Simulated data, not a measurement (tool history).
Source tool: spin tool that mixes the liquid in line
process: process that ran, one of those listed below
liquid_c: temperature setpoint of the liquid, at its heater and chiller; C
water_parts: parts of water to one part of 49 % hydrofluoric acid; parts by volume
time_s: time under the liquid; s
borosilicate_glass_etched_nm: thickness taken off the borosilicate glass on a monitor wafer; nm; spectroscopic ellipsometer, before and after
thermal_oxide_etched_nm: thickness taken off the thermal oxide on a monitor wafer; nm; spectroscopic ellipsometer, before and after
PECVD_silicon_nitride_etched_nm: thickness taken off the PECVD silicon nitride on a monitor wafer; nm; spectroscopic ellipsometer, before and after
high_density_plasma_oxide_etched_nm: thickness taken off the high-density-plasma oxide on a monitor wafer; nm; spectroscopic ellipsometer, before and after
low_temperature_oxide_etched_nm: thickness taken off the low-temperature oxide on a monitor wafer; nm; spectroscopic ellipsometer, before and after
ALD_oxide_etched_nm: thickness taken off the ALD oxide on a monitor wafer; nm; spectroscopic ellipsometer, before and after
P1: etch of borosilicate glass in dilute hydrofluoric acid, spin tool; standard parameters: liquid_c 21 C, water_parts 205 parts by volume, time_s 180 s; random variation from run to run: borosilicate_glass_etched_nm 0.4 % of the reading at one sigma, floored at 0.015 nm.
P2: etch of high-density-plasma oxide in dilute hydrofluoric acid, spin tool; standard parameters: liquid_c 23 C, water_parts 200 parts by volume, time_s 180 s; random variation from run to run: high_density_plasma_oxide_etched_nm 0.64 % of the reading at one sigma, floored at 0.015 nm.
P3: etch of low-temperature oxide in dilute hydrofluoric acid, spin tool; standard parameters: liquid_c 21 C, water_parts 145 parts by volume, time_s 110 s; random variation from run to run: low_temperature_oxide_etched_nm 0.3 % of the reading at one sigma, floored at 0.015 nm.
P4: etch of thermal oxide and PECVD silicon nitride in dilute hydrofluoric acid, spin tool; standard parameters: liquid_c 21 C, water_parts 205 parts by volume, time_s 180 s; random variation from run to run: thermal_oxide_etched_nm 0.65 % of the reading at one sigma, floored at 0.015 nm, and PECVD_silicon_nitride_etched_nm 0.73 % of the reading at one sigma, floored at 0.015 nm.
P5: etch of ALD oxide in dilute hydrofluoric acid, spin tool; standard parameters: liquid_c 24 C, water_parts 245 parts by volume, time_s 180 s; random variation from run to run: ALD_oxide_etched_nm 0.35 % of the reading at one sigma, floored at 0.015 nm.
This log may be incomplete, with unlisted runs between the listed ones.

run   hour  process  liquid_c  water_parts  time_s  borosilicate_glass_etched_nm  thermal_oxide_etched_nm  PECVD_silicon_nitride_etched_nm  high_density_plasma_oxide_etched_nm  low_temperature_oxide_etched_nm  ALD_oxide_etched_nm
  1    4.3       P1        21          205     180                        19.033
  2   11.7       P4        21           40     180                                                 20.585                           16.585
  3   16.2       P1      26.5          205     180                        23.219
  4   20.9       P1        21          345     180                        9.9523
  5   24.5       P2        23           95     180                                                                                                                       9.2046
  6   28.1       P1        17          205     265                        24.155
  7   33.8       P4        21          205     285                                                  5.256                           5.3159
  8   37.8       P2        23          200     275                                                                                                                       6.0462
  9   41.6       P3      26.5          145     110                                                                                                                                                        26.996
 10   44.8       P5        24          245     180                                                                                                                                                                             7.7098
 11   51.9       P1        21          205     180                        19.038
 12   56.1       P4        25          205     180                                                 3.8818                           4.2957
 13   62.9       P1        21          205     180                        18.976
 14   66.2       P5        24          245     180                                                                                                                                                                             7.7525
 15   72.9       P5        30          245     180                                                                                                                                                                             9.5488
 16   80.2       P1        21          205     340                        36.213
 17   85.1       P1        17          280     180                        11.144
 18     89       P4        21          205     180                                                 3.4054                            3.364
 19   96.1       P5        24          410     180                                                                                                                                                                             3.9306
 20  101.8       P1        17          205     180                        16.244
 21  107.5       P3        21          230     110                                                                                                                                                        12.722
 22    111       P2        23          200     180                                                                                                                       3.9537
 23  118.1       P1        21          205     180                        19.077
 24  122.4       P3        21          145     110                                                                                                                                                        21.884
 25  127.5       P2      18.5          200     180                                                                                                                       3.3062
 26  134.6       P1        21          205     100                        10.638
 27  139.4       P3        21          145     110                                                                                                                                                        21.845
 28  145.5       P3        21          145     160                                                                                                                                                        31.967
 29  151.3       P1        21          110     180                        39.592
 30  158.2       P4        21          205     180                                                 3.3278                           3.3329
 31  163.4       P5        24          245     315                                                                                                                                                                             13.611
 32  169.8       P1        21          205     180                        19.151
 33  176.3       P1        21          205     180                        18.369
 34  181.5       P1        21          205     180                        17.992
 35  185.6       P1        21          205     180                        17.851
 36  192.9       P1        21          205     180                        17.668
 37    200       P1        21          205     180                        17.548
 38  203.3       P1        21          205     180                        17.449
 39  208.1       P1        21          205     180                         17.47
 40  215.3       P1        21          205     180                        17.442
 41  220.6       P1        21          205     180                        17.302

Compared with where it was, what P1 gives has crept away. Each cause listed below fits the log as well as the rest, at the size given for it:
A: hydrofluoric acid flow below the setpoint (%) = 7.27
B: liquid colder than its thermometer reads (K) = 2.37
The gradual shift began around hour 169.8.

Consider the 4 single-wafer check runs listed below, results given as question marks: which one distinguishes between the causes by giving clearly different results for each?
check 1  225.9       P4        21          205     180                                                      ?                                ?
check 2  225.9       P5        24          245     180                                                                                                                                                                                  ?
check 3  225.9       P2        23          200     180                                                                                                                            ?
check 4  225.9       P3        21          145     110                                                                                                                                                             ?

If the cause were each of the candidates in turn, the checks would give the following:
  check                               result    if A    if B
check 1              thermal_oxide_etched_nm  3.0544  3.0543
check 1      PECVD_silicon_nitride_etched_nm   3.093  2.8498
check 2                  ALD_oxide_etched_nm  7.0457  7.1072
check 3  high_density_plasma_oxide_etched_nm  3.5834  3.5909
check 4      low_temperature_oxide_etched_nm  20.048  19.905
Minimum pairwise separation of causes per check, each pair taken at its best-separating result: check 1 8.19 %; check 2 0.87 %; check 3 0.21 %; check 4 0.72 %
Check 1 distinguishes between the causes, while the remaining checks would return nearly the same result for all of them.

After running check 1, the following was obtained: thermal_oxide_etched_nm 3.0537 nm; PECVD_silicon_nitride_etched_nm 3.0928 nm. Which cause does this point to?

Of the candidate causes, it is A: hydrofluoric acid flow below the setpoint (%).
